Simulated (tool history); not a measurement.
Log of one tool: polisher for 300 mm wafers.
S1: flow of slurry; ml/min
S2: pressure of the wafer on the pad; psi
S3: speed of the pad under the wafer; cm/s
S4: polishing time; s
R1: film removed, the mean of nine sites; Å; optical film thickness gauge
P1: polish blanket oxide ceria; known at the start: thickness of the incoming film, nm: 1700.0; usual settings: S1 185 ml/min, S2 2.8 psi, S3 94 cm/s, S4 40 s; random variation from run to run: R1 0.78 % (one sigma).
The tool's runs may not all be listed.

run 1 hour=3.5 | S1=185 S2=2.8 S3=94 S4=40 | R1=1444.80
run 2 hour=5.8 | S1=185 S2=2.8 S3=94 S4=40 | R1=1455.40
run 3 hour=9.1 | S1=185 S2=2.8 S3=148 S4=40 | R1=2264.40
run 4 hour=12.5 | S1=110 S2=2.8 S3=94 S4=40 | R1=1307.70
run 5 hour=16.0 | S1=270 S2=2.8 S3=94 S4=40 | R1=1509.30
run 6 hour=19.9 | S1=185 S2=3.5 S3=94 S4=57 | R1=2557.80
run 7 hour=23.6 | S1=185 S2=2.8 S3=94 S4=40 | R1=1432.70
run 8 hour=25.9 | S1=185 S2=2.8 S3=94 S4=28 | R1=1017.20
run 9 hour=29.3 | S1=185 S2=2.8 S3=94 S4=61 | R1=2210.90
run 10 hour=33.0 | S1=185 S2=2.8 S3=44 S4=40 | R1=674.29
run 11 hour=37.6 | S1=185 S2=2.0 S3=94 S4=40 | R1=1038.20
run 12 hour=41.9 | S1=185 S2=4.4 S3=94 S4=40 | R1=2269.10
run 13 hour=44.4 | S1=185 S2=2.8 S3=94 S4=40 | R1=1437.90
run 14 hour=46.6 | S1=185 S2=2.8 S3=94 S4=40 | R1=1414.20
run 15 hour=49.6 | S1=185 S2=2.8 S3=94 S4=40 | R1=1471.50
run 16 hour=54.3 | S1=185 S2=2.8 S3=94 S4=40 | R1=1434.60
run 17 hour=56.8 | S1=185 S2=2.8 S3=94 S4=40 | R1=1413.80
run 18 hour=61.3 | S1=185 S2=2.8 S3=94 S4=40 | R1=1376.30
run 19 hour=63.8 | S1=185 S2=2.8 S3=94 S4=40 | R1=1360.10
run 20 hour=67.6 | S1=185 S2=2.8 S3=94 S4=40 | R1=1357.90
run 21 hour=71.1 | S1=185 S2=2.8 S3=94 S4=40 | R1=1357.50
run 22 hour=73.6 | S1=185 S2=2.8 S3=94 S4=40 | R1=1331.80
run 23 hour=76.8 | S1=185 S2=2.8 S3=94 S4=40 | R1=1333.60
-- hour=78.0 worn pad replaced by a new one
run 24 hour=79.6 | S1=185 S2=2.8 S3=94 S4=40 | R1=1338.40
run 25 hour=82.1 | S1=185 S2=2.8 S3=94 S4=40 | R1=1326.50
run 26 hour=85.9 | S1=185 S2=2.8 S3=94 S4=40 | R1=1342.40

What P1 gives has crept away from where it was. These 2 causes fit the log equally well, each at the size given:
A: slurry flow missing at the pad, % = 37.3
B: head's pressure below its setpoint, % = 8.03
The creep began at about hour 54.3.
Why every other cause is out:
removal rate lost through wear of the pad, %: serviced at hour 78.0, which brought nothing back

4 check runs are offered, each on 2 wafers whose results are averaged, their results left as question marks. Which one tells the causes apart?
run check 1 hour=89.7 | S1=185 S2=3.5 S3=94 S4=40 | R1=?
run check 2 hour=89.7 | S1=185 S2=3.7 S3=66 S4=40 | R1=?
run check 3 hour=89.7 | S1=185 S2=4.1 S3=94 S4=57 | R1=?
run check 4 hour=89.7 | S1=110 S2=2.8 S3=94 S4=51 | R1=?

What each check would give under each cause:
check=check_1 result=R1 if_A=1660.00 if_B=1659.90
check=check_2 result=R1 if_A=1232.20 if_B=1232.00
check=check_3 result=R1 if_A=2771.10 if_B=2770.80
check=check_4 result=R1 if_A=1464.90 if_B=1538.80
How far apart the two closest causes lie, in the result that separates them most: check 1 0.01 %; check 2 0.01 %; check 3 0.01 %; check 4 4.92 %
Check 4 tells the causes apart: in the others they would give nearly the same result.

Check 4 was then run and gave: R1 1460.10 Å. Which cause is it?

It is A: slurry flow missing at the pad, %.
